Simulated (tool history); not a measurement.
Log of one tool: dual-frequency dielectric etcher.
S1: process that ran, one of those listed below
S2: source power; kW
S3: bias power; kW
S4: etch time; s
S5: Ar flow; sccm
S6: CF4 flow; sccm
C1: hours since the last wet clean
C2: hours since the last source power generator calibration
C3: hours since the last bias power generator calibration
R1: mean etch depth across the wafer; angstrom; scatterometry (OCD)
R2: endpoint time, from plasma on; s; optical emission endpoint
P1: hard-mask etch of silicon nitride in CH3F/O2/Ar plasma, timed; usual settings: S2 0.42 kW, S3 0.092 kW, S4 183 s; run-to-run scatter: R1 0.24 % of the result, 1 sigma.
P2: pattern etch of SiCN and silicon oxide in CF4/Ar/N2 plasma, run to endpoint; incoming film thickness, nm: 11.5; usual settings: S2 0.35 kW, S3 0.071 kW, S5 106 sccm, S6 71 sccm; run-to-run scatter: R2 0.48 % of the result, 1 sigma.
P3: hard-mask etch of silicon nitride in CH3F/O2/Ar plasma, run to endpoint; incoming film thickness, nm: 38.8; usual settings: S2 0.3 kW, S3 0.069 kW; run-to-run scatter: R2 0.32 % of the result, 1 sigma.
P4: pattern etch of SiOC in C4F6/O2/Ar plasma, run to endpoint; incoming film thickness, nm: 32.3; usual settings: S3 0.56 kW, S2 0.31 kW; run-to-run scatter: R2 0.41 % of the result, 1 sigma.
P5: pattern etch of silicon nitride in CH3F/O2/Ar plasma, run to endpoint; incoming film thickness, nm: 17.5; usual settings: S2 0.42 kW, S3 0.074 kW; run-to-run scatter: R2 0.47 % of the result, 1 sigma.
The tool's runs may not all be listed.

{"run": 1, "hour": 7.0, "S1": "P1", "S2": 0.42, "S3": 0.092, "S4": 183, "C1": 272.7, "C2": 1289, "C3": 2061.2, "R1": 1375.6}
{"run": 2, "hour": 17.3, "S1": "P1", "S2": 0.42, "S3": 0.092, "S4": 183, "C1": 283, "C2": 1299.3, "C3": 2071.5, "R1": 1372.8}
{"run": 3, "hour": 28.0, "S1": "P1", "S2": 0.33, "S3": 0.092, "S4": 122, "C1": 293.7, "C2": 1310, "C3": 2082.2, "R1": 834.97}
{"run": 4, "hour": 33.5, "S1": "P4", "S2": 0.31, "S3": 0.56, "C1": 299.2, "C2": 1315.5, "C3": 2087.7, "R2": 11.361}
{"run": 5, "hour": 44.2, "S1": "P1", "S2": 0.42, "S3": 0.092, "S4": 183, "C1": 309.9, "C2": 1326.2, "C3": 2098.4, "R1": 1373.6}
{"run": 6, "hour": 53.7, "S1": "P1", "S2": 0.56, "S3": 0.092, "S4": 183, "C1": 319.4, "C2": 1335.7, "C3": 2107.9, "R1": 1533.4}
{"run": 7, "hour": 61.5, "S1": "P2", "S2": 0.35, "S3": 0.1, "S5": 106, "S6": 71, "C1": 327.2, "C2": 1343.5, "C3": 2115.7, "R2": 15.284}
{"run": 8, "hour": 67.6, "S1": "P1", "S2": 0.42, "S3": 0.092, "S4": 254, "C1": 333.3, "C2": 1349.6, "C3": 2121.8, "R1": 1908.5}
{"run": 9, "hour": 75.7, "S1": "P1", "S2": 0.42, "S3": 0.092, "S4": 101, "C1": 341.4, "C2": 1357.7, "C3": 2129.9, "R1": 760.43}
{"run": 10, "hour": 83.7, "S1": "P1", "S2": 0.42, "S3": 0.092, "S4": 183, "C1": 349.4, "C2": 1365.7, "C3": 2137.9, "R1": 1374.1}
{"run": 11, "hour": 92.4, "S1": "P5", "S2": 0.42, "S3": 0.099, "C1": 358.1, "C2": 1374.4, "C3": 2146.6, "R2": 22.223}
{"run": 12, "hour": 100.7, "S1": "P1", "S2": 0.42, "S3": 0.114, "S4": 183, "C1": 366.4, "C2": 1382.7, "C3": 2154.9, "R1": 1484.6}
{"run": 13, "hour": 111.8, "S1": "P1", "S2": 0.42, "S3": 0.072, "S4": 183, "C1": 377.5, "C2": 1393.8, "C3": 2166, "R1": 1260.8}
{"run": 14, "hour": 123.7, "S1": "P3", "S2": 0.3, "S3": 0.094, "C1": 389.4, "C2": 1405.7, "C3": 2177.9, "R2": 57.224}
{"run": 15, "hour": 130.6, "S1": "P1", "S2": 0.42, "S3": 0.092, "S4": 183, "C1": 396.3, "C2": 1412.6, "C3": 2184.8, "R1": 1372.3}
{"run": 16, "hour": 136.2, "S1": "P2", "S2": 0.35, "S3": 0.071, "S5": 106, "S6": 94, "C1": 401.9, "C2": 1418.2, "C3": 2190.4, "R2": 16.679}
{"run": 17, "hour": 142.3, "S1": "P5", "S2": 0.42, "S3": 0.074, "C1": 408, "C2": 1424.3, "C3": 2196.5, "R2": 24.429}
{"run": 18, "hour": 151.5, "S1": "P1", "S2": 0.52, "S3": 0.118, "S4": 183, "C1": 417.2, "C2": 1433.5, "C3": 2205.7, "R1": 1630.7}
{"run": 19, "hour": 157.0, "S1": "P4", "S2": 0.31, "S3": 0.723, "C1": 422.7, "C2": 1439, "C3": 2211.2, "R2": 10.234}
{"run": 20, "hour": 164.7, "S1": "P5", "S2": 0.42, "S3": 0.074, "C1": 430.4, "C2": 1446.7, "C3": 2218.9, "R2": 24.499}
{"run": 21, "hour": 172.7, "S1": "P2", "S2": 0.35, "S3": 0.071, "S5": 106, "S6": 71, "C1": 438.4, "C2": 1454.7, "C3": 2226.9, "R2": 17.287}
{"run": 22, "hour": 180.6, "S1": "P5", "S2": 0.29, "S3": 0.074, "C1": 446.3, "C2": 1462.6, "C3": 2234.8, "R2": 28.286}
{"run": 23, "hour": 192.7, "S1": "P3", "S2": 0.3, "S3": 0.069, "C1": 458.4, "C2": 1474.7, "C3": 2246.9, "R2": 63.846}
{"run": 24, "hour": 199.8, "S1": "P4", "S2": 0.44, "S3": 0.56, "C1": 465.5, "C2": 1481.8, "C3": 2254, "R2": 9.9838}
{"run": 25, "hour": 206.8, "S1": "P1", "S2": 0.42, "S3": 0.092, "S4": 183, "C1": 472.5, "C2": 1488.8, "C3": 2261, "R1": 1372.4}
{"run": 26, "hour": 212.6, "S1": "P3", "S2": 0.3, "S3": 0.069, "C1": 478.3, "C2": 1494.6, "C3": 2266.8, "R2": 64.015}
{"run": 27, "hour": 223.3, "S1": "P3", "S2": 0.17, "S3": 0.069, "C1": 489, "C2": 1505.3, "C3": 2277.5, "R2": 78.974}

The next listed run, before its measurement:
{"run": 28, "hour": 230.9, "S1": "P1", "S2": 0.42, "S3": 0.121, "S4": 131.5, "C1": 496.6, "C2": 1512.9, "C3": 2285.1, "R1": "?"}

{"run 28": {"R1": 1090.9}}
